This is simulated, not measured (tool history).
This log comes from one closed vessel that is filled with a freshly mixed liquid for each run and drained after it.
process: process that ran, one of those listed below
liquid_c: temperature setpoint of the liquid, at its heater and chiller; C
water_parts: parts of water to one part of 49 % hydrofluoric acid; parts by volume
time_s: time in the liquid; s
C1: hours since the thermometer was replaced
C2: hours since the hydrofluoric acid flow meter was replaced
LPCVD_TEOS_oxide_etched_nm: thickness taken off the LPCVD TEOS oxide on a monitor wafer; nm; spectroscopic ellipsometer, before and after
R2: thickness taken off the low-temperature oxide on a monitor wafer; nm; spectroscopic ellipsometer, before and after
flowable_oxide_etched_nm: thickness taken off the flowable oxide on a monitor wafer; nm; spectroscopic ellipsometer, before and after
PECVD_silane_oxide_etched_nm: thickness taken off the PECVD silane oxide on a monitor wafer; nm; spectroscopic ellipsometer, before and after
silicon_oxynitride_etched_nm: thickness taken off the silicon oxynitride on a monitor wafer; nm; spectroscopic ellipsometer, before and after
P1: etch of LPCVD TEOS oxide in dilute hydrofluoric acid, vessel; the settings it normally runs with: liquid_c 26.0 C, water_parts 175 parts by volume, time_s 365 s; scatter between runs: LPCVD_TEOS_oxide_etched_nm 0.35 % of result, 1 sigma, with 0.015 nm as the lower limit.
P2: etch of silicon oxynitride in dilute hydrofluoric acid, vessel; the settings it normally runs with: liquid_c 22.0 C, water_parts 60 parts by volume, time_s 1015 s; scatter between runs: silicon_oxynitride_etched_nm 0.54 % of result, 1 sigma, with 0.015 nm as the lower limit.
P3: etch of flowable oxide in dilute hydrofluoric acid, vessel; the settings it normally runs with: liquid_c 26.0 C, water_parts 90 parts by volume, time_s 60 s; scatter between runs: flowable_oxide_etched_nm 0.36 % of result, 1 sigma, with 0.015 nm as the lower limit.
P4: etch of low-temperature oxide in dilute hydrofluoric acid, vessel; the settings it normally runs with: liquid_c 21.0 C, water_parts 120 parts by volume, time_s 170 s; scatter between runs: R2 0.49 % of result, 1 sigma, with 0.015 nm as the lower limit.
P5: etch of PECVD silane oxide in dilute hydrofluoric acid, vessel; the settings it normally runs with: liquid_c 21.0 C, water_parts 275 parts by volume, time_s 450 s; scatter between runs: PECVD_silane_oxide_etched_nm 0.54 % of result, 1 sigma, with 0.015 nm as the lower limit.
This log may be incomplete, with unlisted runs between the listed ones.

Run 1, hour 9.4: process P1, liquid_c 26.0 C, water_parts 175 parts by volume, time_s 365 s; C1 234.2; C2 323.1. Result: LPCVD_TEOS_oxide_etched_nm 45.5750 nm.
Run 2, hour 17.7: process P4, liquid_c 17.0 C, water_parts 120 parts by volume, time_s 170 s; C1 242.5; C2 331.4. Result: R2 20.9460 nm.
Run 3, hour 25.1: process P3, liquid_c 33.5 C, water_parts 90 parts by volume, time_s 60 s; C1 249.9; C2 338.8. Result: flowable_oxide_etched_nm 58.157 nm.
Run 4, hour 33.3: process P1, liquid_c 26.0 C, water_parts 175 parts by volume, time_s 540 s; C1 258.1; C2 347.0. Result: LPCVD_TEOS_oxide_etched_nm 67.3590 nm.
Run 5, hour 42.8: process P5, liquid_c 21.0 C, water_parts 275 parts by volume, time_s 450 s; C1 267.6; C2 356.5. Result: PECVD_silane_oxide_etched_nm 32.469 nm.
Run 6, hour 48.1: process P2, liquid_c 22.0 C, water_parts 95 parts by volume, time_s 1015 s; C1 272.9; C2 361.8. Result: silicon_oxynitride_etched_nm 21.146 nm.
Run 7, hour 57.5: process P4, liquid_c 21.0 C, water_parts 120 parts by volume, time_s 50 s; C1 282.3; C2 371.2. Result: R2 7.2525 nm.
Run 8, hour 63.9: process P4, liquid_c 21.0 C, water_parts 120 parts by volume, time_s 170 s; C1 288.7; C2 377.6. Result: R2 24.4440 nm.
Run 9, hour 69.7: process P5, liquid_c 21.0 C, water_parts 105 parts by volume, time_s 450 s; C1 294.5; C2 383.4. Result: PECVD_silane_oxide_etched_nm 101.360 nm.
Run 10, hour 78.2: process P1, liquid_c 26.0 C, water_parts 265 parts by volume, time_s 365 s; C1 303.0; C2 391.9. Result: LPCVD_TEOS_oxide_etched_nm 27.2740 nm.
Run 11, hour 84.4: process P1, liquid_c 26.0 C, water_parts 175 parts by volume, time_s 365 s; C1 309.2; C2 398.1. Result: LPCVD_TEOS_oxide_etched_nm 45.6620 nm.
Run 12, hour 93.3: process P2, liquid_c 22.0 C, water_parts 60 parts by volume, time_s 455 s; C1 318.1; C2 407.0. Result: silicon_oxynitride_etched_nm 15.461 nm.
Run 13, hour 100.6: process P2, liquid_c 22.0 C, water_parts 60 parts by volume, time_s 1015 s; C1 325.4; C2 414.3. Result: silicon_oxynitride_etched_nm 34.749 nm.
Run 14, hour 109.0: process P3, liquid_c 26.0 C, water_parts 55 parts by volume, time_s 60 s; C1 333.8; C2 422.7. Result: flowable_oxide_etched_nm 75.606 nm.
Run 15, hour 117.9: process P1, liquid_c 26.0 C, water_parts 175 parts by volume, time_s 365 s; C1 342.7; C2 431.6. Result: LPCVD_TEOS_oxide_etched_nm 45.4990 nm.
Run 16, hour 126.9: process P5, liquid_c 21.0 C, water_parts 275 parts by volume, time_s 245 s; C1 351.7; C2 440.6. Result: PECVD_silane_oxide_etched_nm 17.610 nm.
Run 17, hour 137.1: process P1, liquid_c 26.0 C, water_parts 80 parts by volume, time_s 365 s; C1 361.9; C2 450.8. Result: LPCVD_TEOS_oxide_etched_nm 112.3100 nm.
Run 18, hour 148.4: process P3, liquid_c 26.0 C, water_parts 90 parts by volume, time_s 60 s; C1 373.2; C2 462.1. Result: flowable_oxide_etched_nm 43.949 nm.
Run 19, hour 156.2: process P5, liquid_c 17.5 C, water_parts 275 parts by volume, time_s 450 s; C1 381.0; C2 469.9. Result: PECVD_silane_oxide_etched_nm 28.666 nm.
Run 20, hour 161.9: process P1, liquid_c 22.0 C, water_parts 175 parts by volume, time_s 365 s; C1 386.7; C2 475.6. Result: LPCVD_TEOS_oxide_etched_nm 39.1760 nm.
Run 21, hour 171.6: process P1, liquid_c 22.0 C, water_parts 175 parts by volume, time_s 215 s; C1 396.4; C2 485.3. Result: LPCVD_TEOS_oxide_etched_nm 23.1600 nm.
Run 22, hour 177.0: process P2, liquid_c 17.0 C, water_parts 60 parts by volume, time_s 1015 s; C1 401.8; C2 490.7. Result: silicon_oxynitride_etched_nm 26.511 nm.
Run 23, hour 182.5: process P1, liquid_c 33.5 C, water_parts 175 parts by volume, time_s 365 s; C1 407.3; C2 496.2. Result: LPCVD_TEOS_oxide_etched_nm 59.0770 nm.
Run 24, hour 190.2: process P3, liquid_c 26.0 C, water_parts 90 parts by volume, time_s 110 s; C1 415.0; C2 503.9. Result: flowable_oxide_etched_nm 80.112 nm.
Run 25, hour 197.2: process P1, liquid_c 26.0 C, water_parts 175 parts by volume, time_s 365 s; C1 422.0; C2 510.9. Result: LPCVD_TEOS_oxide_etched_nm 45.6560 nm.
Run 26, hour 204.3: process P1, liquid_c 26.0 C, water_parts 60 parts by volume, time_s 35 s; C1 429.1; C2 518.0. Result: LPCVD_TEOS_oxide_etched_nm 14.7900 nm.
Run 27, hour 215.4: process P1, liquid_c 26.0 C, water_parts 175 parts by volume, time_s 365 s; C1 440.2; C2 529.1. Result: LPCVD_TEOS_oxide_etched_nm 45.6690 nm.
Run 28, hour 224.2: process P4, liquid_c 21.0 C, water_parts 120 parts by volume, time_s 170 s; C1 449.0; C2 537.9. Result: R2 24.5760 nm.
Run 29, hour 231.8: process P1, liquid_c 26.0 C, water_parts 175 parts by volume, time_s 365 s; C1 456.6; C2 545.5. Result: LPCVD_TEOS_oxide_etched_nm 45.7050 nm.
Run 30, hour 239.5: process P1, liquid_c 26.0 C, water_parts 175 parts by volume, time_s 30 s; C1 464.3; C2 553.2. Result: LPCVD_TEOS_oxide_etched_nm 3.7547 nm.
Run 31, hour 245.8: process P2, liquid_c 22.0 C, water_parts 60 parts by volume, time_s 1015 s; C1 470.6; C2 559.5. Result: silicon_oxynitride_etched_nm 34.544 nm.
Run 32, hour 256.6: process P4, liquid_c 21.0 C, water_parts 210 parts by volume, time_s 170 s; C1 481.4; C2 570.3. Result: R2 12.8730 nm.
Run 33, hour 266.5: process P1, liquid_c 26.0 C, water_parts 175 parts by volume, time_s 365 s; C1 491.3; C2 580.2. Result: LPCVD_TEOS_oxide_etched_nm 45.6240 nm.
Run 34, hour 275.7: process P1, liquid_c 26.0 C, water_parts 175 parts by volume, time_s 365 s; C1 500.5; C2 589.4. Result: LPCVD_TEOS_oxide_etched_nm 45.3050 nm.
Run 35, hour 282.3: process P1, liquid_c 26.0 C, water_parts 175 parts by volume, time_s 365 s; C1 507.1; C2 596.0. Result: LPCVD_TEOS_oxide_etched_nm 44.5260 nm.
Run 36, hour 289.2: process P1, liquid_c 26.0 C, water_parts 175 parts by volume, time_s 365 s; C1 514.0; C2 602.9. Result: LPCVD_TEOS_oxide_etched_nm 43.6700 nm.
Run 37, hour 296.7: process P1, liquid_c 26.0 C, water_parts 175 parts by volume, time_s 365 s; C1 521.5; C2 610.4. Result: LPCVD_TEOS_oxide_etched_nm 43.3180 nm.
Run 38, hour 302.8: process P1, liquid_c 26.0 C, water_parts 175 parts by volume, time_s 365 s; C1 527.6; C2 616.5. Result: LPCVD_TEOS_oxide_etched_nm 42.4880 nm.
Run 39, hour 313.6: process P1, liquid_c 26.0 C, water_parts 175 parts by volume, time_s 365 s; C1 538.4; C2 627.3. Result: LPCVD_TEOS_oxide_etched_nm 42.4130 nm.
Run 40, hour 321.2: process P1, liquid_c 26.0 C, water_parts 175 parts by volume, time_s 365 s; C1 546.0; C2 634.9. Result: LPCVD_TEOS_oxide_etched_nm 41.9900 nm.
Run 41, hour 331.1: process P1, liquid_c 26.0 C, water_parts 175 parts by volume, time_s 365 s; C1 555.9; C2 644.8. Result: LPCVD_TEOS_oxide_etched_nm 41.7610 nm.
Run 42, hour 337.2: process P1, liquid_c 26.0 C, water_parts 175 parts by volume, time_s 365 s; C1 562.0; C2 650.9. Result: LPCVD_TEOS_oxide_etched_nm 41.8740 nm.
Run 43, hour 346.5: process P1, liquid_c 26.0 C, water_parts 175 parts by volume, time_s 365 s; C1 571.3; C2 660.2. Result: LPCVD_TEOS_oxide_etched_nm 41.7490 nm.
Run 44, hour 356.7: process P1, liquid_c 26.0 C, water_parts 175 parts by volume, time_s 365 s; C1 581.5; C2 670.4. Result: LPCVD_TEOS_oxide_etched_nm 41.7190 nm.

Compared with where it was, what P1 gives has crept away. Each cause listed below fits the log as well as the rest, at the size given for it:
A: liquid colder than its thermometer reads (K) = 2.35
B: hydrofluoric acid flow below the setpoint (%) = 6.98
The process output started creeping at around hour 275.7.

Question marks stand in for the results of the 4 check runs listed below, each run on one wafer. Under which run would the listed causes show clearly different results?
Run check 1, hour 366.9: process P3, liquid_c 31.0 C, water_parts 90 parts by volume, time_s 95 s. Result: flowable_oxide_etched_nm ?.
Run check 2, hour 366.9: process P4, liquid_c 21.0 C, water_parts 200 parts by volume, time_s 75 s. Result: R2 ?.
Run check 3, hour 366.9: process P5, liquid_c 18.0 C, water_parts 275 parts by volume, time_s 450 s. Result: PECVD_silane_oxide_etched_nm ?.
Run check 4, hour 366.9: process P2, liquid_c 18.0 C, water_parts 95 parts by volume, time_s 1015 s. Result: silicon_oxynitride_etched_nm ?.

Expected result of each check under each candidate cause:
  check                        result    if A    if B
check 1      flowable_oxide_etched_nm  77.001  77.529
check 2                            R2  5.4618  5.4815
check 3  PECVD_silane_oxide_etched_nm  26.480  26.483
check 4  silicon_oxynitride_etched_nm  15.507  16.160
Smallest distance between any two causes, each pair judged by its most separating result, in per cent: check 1 0.68 %; check 2 0.36 %; check 3 0.01 %; check 4 4.13 %
Check 4 tells the causes apart: in the others they would give nearly the same result.

Check 4 was carried out, with these results: silicon_oxynitride_etched_nm 15.558 nm. Which of the listed causes is responsible?

The correct cause is A, namely: liquid colder than its thermometer reads (K).
